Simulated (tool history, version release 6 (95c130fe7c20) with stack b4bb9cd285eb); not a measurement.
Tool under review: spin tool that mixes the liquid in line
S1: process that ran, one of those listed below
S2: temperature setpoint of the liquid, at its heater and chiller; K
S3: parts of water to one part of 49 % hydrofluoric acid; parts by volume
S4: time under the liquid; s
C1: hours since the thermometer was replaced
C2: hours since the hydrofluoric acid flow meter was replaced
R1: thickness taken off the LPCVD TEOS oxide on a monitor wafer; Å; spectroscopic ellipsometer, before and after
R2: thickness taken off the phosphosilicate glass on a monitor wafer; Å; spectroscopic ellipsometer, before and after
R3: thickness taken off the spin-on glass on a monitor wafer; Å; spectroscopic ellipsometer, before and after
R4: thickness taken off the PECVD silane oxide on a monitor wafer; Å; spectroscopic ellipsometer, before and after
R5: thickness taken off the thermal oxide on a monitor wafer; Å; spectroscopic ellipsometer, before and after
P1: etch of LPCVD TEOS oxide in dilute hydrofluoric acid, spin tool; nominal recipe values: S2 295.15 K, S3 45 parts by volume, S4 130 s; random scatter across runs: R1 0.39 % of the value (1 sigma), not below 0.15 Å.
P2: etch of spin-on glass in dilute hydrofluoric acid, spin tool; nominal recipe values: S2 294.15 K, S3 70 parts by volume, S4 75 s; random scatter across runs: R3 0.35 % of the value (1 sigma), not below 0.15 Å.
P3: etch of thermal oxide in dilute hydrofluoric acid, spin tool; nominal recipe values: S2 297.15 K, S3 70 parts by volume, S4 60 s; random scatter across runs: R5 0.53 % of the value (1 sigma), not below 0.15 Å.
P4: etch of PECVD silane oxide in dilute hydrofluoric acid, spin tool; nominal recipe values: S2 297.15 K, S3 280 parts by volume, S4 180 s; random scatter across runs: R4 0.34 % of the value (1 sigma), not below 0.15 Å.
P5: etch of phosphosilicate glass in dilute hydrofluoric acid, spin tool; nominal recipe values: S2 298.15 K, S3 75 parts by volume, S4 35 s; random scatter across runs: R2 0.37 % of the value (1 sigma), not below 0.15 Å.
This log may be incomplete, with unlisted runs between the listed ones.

run,hour,S1,S2,S3,S4,C1,C2,R1,R2,R3,R4,R5
1,4.7,P1,295.15,45,130,582.5,603.0,483.200,,,,
2,12.3,P5,298.15,135,35,590.1,610.6,,222.92,,,
3,16.5,P2,294.15,40,75,594.3,614.8,,,647.18,,
4,23.2,P1,290.15,45,130,601.0,621.5,389.150,,,,
5,29.1,P2,294.15,70,35,606.9,627.4,,,166.83,,
6,35.1,P5,298.15,75,50,612.9,633.4,,621.01,,,
7,41.1,P1,295.15,20,130,618.9,639.4,1120.200,,,,
8,44.7,P4,297.15,280,45,622.5,643.0,,,,56.368,
9,49.1,P3,297.15,95,60,626.9,647.4,,,,,29.994
10,53.4,P5,298.15,75,35,631.2,651.7,,436.85,,,
11,57.4,P3,293.15,70,60,635.2,655.7,,,,,35.724
12,64.0,P1,290.15,20,130,641.8,662.3,901.050,,,,
13,70.7,P1,295.15,75,130,648.5,669.0,277.370,,,,
14,76.0,P1,295.15,45,130,653.8,674.3,481.780,,,,
15,79.3,P2,294.15,70,75,657.1,677.6,,,355.65,,
16,84.4,P1,295.15,45,15,662.2,682.7,55.567,,,,
# hour 87.9: thermometer replaced
17,89.3,P1,295.15,45,215,1.4,687.6,801.060,,,,
18,94.3,P3,297.15,70,95,6.4,692.6,,,,,66.276
19,99.6,P2,302.15,70,75,11.7,697.9,,,489.18,,
20,104.2,P4,297.15,280,180,16.3,702.5,,,,225.010,
21,108.6,P4,297.15,80,180,20.7,706.9,,,,984.290,
# hour 111.1: hydrofluoric acid flow meter replaced
22,115.4,P1,300.65,45,200,27.5,4.3,927.850,,,,
23,122.2,P3,297.15,70,60,34.3,11.1,,,,,41.810
24,126.2,P1,295.15,45,130,38.3,15.1,480.700,,,,
25,133.5,P4,301.65,280,180,45.6,22.4,,,,263.430,
26,137.0,P1,295.15,45,130,49.1,25.9,483.860,,,,
27,144.3,P1,295.15,45,130,56.4,33.2,484.130,,,,
28,151.5,P1,302.15,45,130,63.6,40.4,640.960,,,,
29,158.1,P1,295.15,45,130,70.2,47.0,480.810,,,,
30,165.5,P5,298.15,75,35,77.6,54.4,,433.47,,,
31,169.4,P5,292.15,75,35,81.5,58.3,,337.60,,,
32,176.8,P1,295.15,45,130,88.9,65.7,480.460,,,,
33,183.8,P1,295.15,45,130,95.9,72.7,512.040,,,,
34,188.0,P1,295.15,45,130,100.1,76.9,518.540,,,,
35,194.1,P1,295.15,45,130,106.2,83.0,524.810,,,,
36,199.6,P1,295.15,45,130,111.7,88.5,529.180,,,,
37,205.9,P1,295.15,45,130,118.0,94.8,530.430,,,,
38,209.5,P1,295.15,45,130,121.6,98.4,529.160,,,,

P1 has crept away from where it was. The log is fitted equally well by each of these 2 causes, at the sizes shown:
A: liquid hotter than its thermometer reads (K) = 2.28
B: hydrofluoric acid flow above the setpoint (%) = 9.4
The creep began at about hour 176.8.

4 check runs are offered, one wafer each, their results left as question marks. Which one tells the causes apart?
check 1,213.1,P3,297.15,70,60,,,,,,,?
check 2,213.1,P5,298.15,75,35,,,,?,,,
check 3,213.1,P4,297.15,280,180,,,,,,?,
check 4,213.1,P2,294.15,70,75,,,,,?,,

What every check run would give for each of its results, assuming each possible cause in turn:
check,result,if A,if B
check 1,R5,45.856,46.134
check 2,R2,475.77,479.54
check 3,R4,243.830,252.500
check 4,R3,391.84,393.09
Per check, the gap between the least separated pair of causes, taken in the result that splits them most: check 1 0.6 %; check 2 0.79 %; check 3 3.49 %; check 4 0.32 %
Only in check 3 would the causes give clearly different results; in the remaining checks their results would be nearly the same.

Running check 3 produced the following: R4 252.230 Å. Which one of the listed causes fits?

It was cause B: hydrofluoric acid flow above the setpoint (%).
